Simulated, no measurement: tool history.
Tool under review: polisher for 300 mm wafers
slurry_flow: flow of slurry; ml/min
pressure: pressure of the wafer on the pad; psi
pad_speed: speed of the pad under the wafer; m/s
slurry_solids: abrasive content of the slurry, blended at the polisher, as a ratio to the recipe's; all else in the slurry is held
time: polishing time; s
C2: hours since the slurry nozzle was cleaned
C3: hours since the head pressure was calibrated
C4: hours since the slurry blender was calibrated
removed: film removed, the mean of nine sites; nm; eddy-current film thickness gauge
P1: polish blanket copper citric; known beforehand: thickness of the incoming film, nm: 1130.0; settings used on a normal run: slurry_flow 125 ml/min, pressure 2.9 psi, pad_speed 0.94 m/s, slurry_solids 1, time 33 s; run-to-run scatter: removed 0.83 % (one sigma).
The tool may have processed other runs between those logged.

{"run": 1, "hour": 11.7, "slurry_flow": 125, "pressure": 2.9, "pad_speed": 0.94, "slurry_solids": 1, "time": 33, "wafers polished on this pad": 575, "C2": 205.1, "C3": 676.5, "C4": 291.6, "removed": 60.284}
{"run": 2, "hour": 20.5, "slurry_flow": 125, "pressure": 2.9, "pad_speed": 0.94, "slurry_solids": 0.55, "time": 33, "wafers polished on this pad": 677, "C2": 213.9, "C3": 685.3, "C4": 300.4, "removed": 51.927}
{"hour": 32.3, "done": "head pressure recalibrated"}
{"run": 3, "hour": 32.4, "slurry_flow": 125, "pressure": 2.9, "pad_speed": 1.46, "slurry_solids": 1, "time": 33, "wafers polished on this pad": 814, "C2": 225.8, "C3": 0.2, "C4": 312.3, "removed": 91.136}
{"run": 4, "hour": 42.5, "slurry_flow": 125, "pressure": 2.9, "pad_speed": 0.94, "slurry_solids": 1, "time": 33, "wafers polished on this pad": 931, "C2": 235.9, "C3": 10.3, "C4": 322.4, "removed": 59.45}
{"hour": 46.4, "done": "slurry nozzle cleaned"}
{"run": 5, "hour": 53.8, "slurry_flow": 75, "pressure": 2.9, "pad_speed": 0.94, "slurry_solids": 1, "time": 33, "wafers polished on this pad": 1061, "C2": 7.4, "C3": 21.6, "C4": 333.7, "removed": 51.983}
{"run": 6, "hour": 65.7, "slurry_flow": 190, "pressure": 2.9, "pad_speed": 0.94, "slurry_solids": 1, "time": 33, "wafers polished on this pad": 1199, "C2": 19.3, "C3": 33.5, "C4": 345.6, "removed": 63.286}
{"run": 7, "hour": 78.8, "slurry_flow": 125, "pressure": 2.9, "pad_speed": 0.94, "slurry_solids": 1, "time": 33, "wafers polished on this pad": 1350, "C2": 32.4, "C3": 46.6, "C4": 358.7, "removed": 59.04}
{"run": 8, "hour": 89.4, "slurry_flow": 185, "pressure": 2.9, "pad_speed": 1.38, "slurry_solids": 1, "time": 33, "wafers polished on this pad": 1472, "C2": 43, "C3": 57.2, "C4": 369.3, "removed": 91.69}
{"run": 9, "hour": 99.5, "slurry_flow": 125, "pressure": 2.9, "pad_speed": 0.6, "slurry_solids": 1, "time": 33, "wafers polished on this pad": 1589, "C2": 53.1, "C3": 67.3, "C4": 379.4, "removed": 38.169}
{"run": 10, "hour": 106.3, "slurry_flow": 125, "pressure": 2.9, "pad_speed": 0.94, "slurry_solids": 1, "time": 33, "wafers polished on this pad": 1668, "C2": 59.9, "C3": 74.1, "C4": 386.2, "removed": 60.153}
{"run": 11, "hour": 119.5, "slurry_flow": 125, "pressure": 4.3, "pad_speed": 0.94, "slurry_solids": 1, "time": 33, "wafers polished on this pad": 1820, "C2": 73.1, "C3": 87.3, "C4": 399.4, "removed": 86.623}
{"run": 12, "hour": 128.8, "slurry_flow": 125, "pressure": 2.9, "pad_speed": 0.94, "slurry_solids": 1, "time": 43, "wafers polished on this pad": 1927, "C2": 82.4, "C3": 96.6, "C4": 408.7, "removed": 77.722}
{"hour": 138.6, "done": "worn pad replaced by a new one"}
{"run": 13, "hour": 139.6, "slurry_flow": 125, "pressure": 1.6, "pad_speed": 0.94, "slurry_solids": 1, "time": 33, "wafers polished on this pad": 12, "C2": 93.2, "C3": 107.4, "C4": 419.5, "removed": 33.438}
{"run": 14, "hour": 146.9, "slurry_flow": 125, "pressure": 2.9, "pad_speed": 0.94, "slurry_solids": 1, "time": 21, "wafers polished on this pad": 96, "C2": 100.5, "C3": 114.7, "C4": 426.8, "removed": 38.231}
{"run": 15, "hour": 154.9, "slurry_flow": 125, "pressure": 2.9, "pad_speed": 0.94, "slurry_solids": 1, "time": 33, "wafers polished on this pad": 188, "C2": 108.5, "C3": 122.7, "C4": 434.8, "removed": 59.557}
{"run": 16, "hour": 167.3, "slurry_flow": 125, "pressure": 2.9, "pad_speed": 0.56, "slurry_solids": 1, "time": 46, "wafers polished on this pad": 332, "C2": 120.9, "C3": 135.1, "C4": 447.2, "removed": 49.879}
{"run": 17, "hour": 179.9, "slurry_flow": 125, "pressure": 2.9, "pad_speed": 0.66, "slurry_solids": 1, "time": 21, "wafers polished on this pad": 477, "C2": 133.5, "C3": 147.7, "C4": 459.8, "removed": 26.377}
{"run": 18, "hour": 186.9, "slurry_flow": 125, "pressure": 2.9, "pad_speed": 0.94, "slurry_solids": 1.4, "time": 33, "wafers polished on this pad": 558, "C2": 140.5, "C3": 154.7, "C4": 466.8, "removed": 64.378}
{"run": 19, "hour": 196.9, "slurry_flow": 125, "pressure": 2.9, "pad_speed": 0.94, "slurry_solids": 1, "time": 33, "wafers polished on this pad": 673, "C2": 150.5, "C3": 164.7, "C4": 476.8, "removed": 59.175}
{"run": 20, "hour": 205.7, "slurry_flow": 125, "pressure": 2.9, "pad_speed": 0.94, "slurry_solids": 1, "time": 33, "wafers polished on this pad": 775, "C2": 159.3, "C3": 173.5, "C4": 485.6, "removed": 56.68}
{"run": 21, "hour": 217.5, "slurry_flow": 125, "pressure": 2.9, "pad_speed": 0.94, "slurry_solids": 1, "time": 33, "wafers polished on this pad": 911, "C2": 171.1, "C3": 185.3, "C4": 497.4, "removed": 56.889}
{"run": 22, "hour": 223.6, "slurry_flow": 125, "pressure": 2.9, "pad_speed": 0.94, "slurry_solids": 1, "time": 33, "wafers polished on this pad": 982, "C2": 177.2, "C3": 191.4, "C4": 503.5, "removed": 54.95}
{"run": 23, "hour": 237.0, "slurry_flow": 125, "pressure": 2.9, "pad_speed": 0.94, "slurry_solids": 1, "time": 33, "wafers polished on this pad": 1137, "C2": 190.6, "C3": 204.8, "C4": 516.9, "removed": 54.397}
{"hour": 237.9, "done": "slurry blender recalibrated"}
{"run": 24, "hour": 247.6, "slurry_flow": 125, "pressure": 2.9, "pad_speed": 0.94, "slurry_solids": 1, "time": 33, "wafers polished on this pad": 1259, "C2": 201.2, "C3": 215.4, "C4": 9.8, "removed": 54.353}
{"hour": 254.0, "done": "worn pad replaced by a new one"}
{"run": 25, "hour": 259.5, "slurry_flow": 125, "pressure": 2.9, "pad_speed": 0.94, "slurry_solids": 1, "time": 33, "wafers polished on this pad": 64, "C2": 213.1, "C3": 227.3, "C4": 21.7, "removed": 52.99}
{"run": 26, "hour": 269.6, "slurry_flow": 125, "pressure": 2.9, "pad_speed": 0.94, "slurry_solids": 1, "time": 33, "wafers polished on this pad": 180, "C2": 223.2, "C3": 237.4, "C4": 31.8, "removed": 52.492}
{"run": 27, "hour": 277.6, "slurry_flow": 125, "pressure": 2.9, "pad_speed": 0.94, "slurry_solids": 1, "time": 33, "wafers polished on this pad": 273, "C2": 231.2, "C3": 245.4, "C4": 39.8, "removed": 52.446}
{"run": 28, "hour": 285.1, "slurry_flow": 125, "pressure": 2.9, "pad_speed": 0.94, "slurry_solids": 1, "time": 33, "wafers polished on this pad": 359, "C2": 238.7, "C3": 252.9, "C4": 47.3, "removed": 52.998}
{"run": 29, "hour": 298.2, "slurry_flow": 125, "pressure": 2.9, "pad_speed": 0.94, "slurry_solids": 1, "time": 33, "wafers polished on this pad": 511, "C2": 251.8, "C3": 266, "C4": 60.4, "removed": 52.949}

The output of P1 has drifted from where it used to be. Each of the 2 causes below, taken at the size shown beside it, accounts for the log equally well:
A: head's pressure below its setpoint, % = 11
B: slurry flow missing at the pad, % = 36.3
Creep in the process output first set in at about hour 196.9.
The rest of the possible causes, and what rules out each one:
removal rate lost through wear of the pad, %: serviced at hour 254, after the drift had started, without restoring the earlier output
abrasive missing from the slurry, %: serviced at hour 237.9, after the drift had started, without restoring the earlier output

You are offered 4 check runs, listed below with question marks in place of their results; each one averages 3 wafers. Which run separates the listed causes by giving clearly different results for each?
{"run": "check 1", "hour": 311.3, "slurry_flow": 125, "pressure": 4.3, "pad_speed": 1.42, "slurry_solids": 1, "time": 33, "removed": "?"}
{"run": "check 2", "hour": 311.3, "slurry_flow": 125, "pressure": 3.8, "pad_speed": 0.94, "slurry_solids": 0.65, "time": 33, "removed": "?"}
{"run": "check 3", "hour": 311.3, "slurry_flow": 125, "pressure": 2.9, "pad_speed": 1.42, "slurry_solids": 1, "time": 33, "removed": "?"}
{"run": "check 4", "hour": 311.3, "slurry_flow": 190, "pressure": 2.9, "pad_speed": 0.94, "slurry_solids": 0.65, "time": 33, "removed": "?"}

What each check would give under each cause:
check=check_1 result=removed if_A=117.03 if_B=117.28
check=check_2 result=removed if_A=63.172 if_B=63.239
check=check_3 result=removed if_A=79.44 if_B=79.55
check=check_4 result=removed if_A=52.108 if_B=54.012
Gap, in per cent, between the two causes that each check separates least, read from the result that separates them most: check 1 0.21 %; check 2 0.11 %; check 3 0.14 %; check 4 3.59 %
Only in check 4 would the causes give clearly different results; in the remaining checks their results would be nearly the same.

Then check 4 was run and gave: removed 53.92 nm. Which cause is it?

It is B: slurry flow missing at the pad, %.

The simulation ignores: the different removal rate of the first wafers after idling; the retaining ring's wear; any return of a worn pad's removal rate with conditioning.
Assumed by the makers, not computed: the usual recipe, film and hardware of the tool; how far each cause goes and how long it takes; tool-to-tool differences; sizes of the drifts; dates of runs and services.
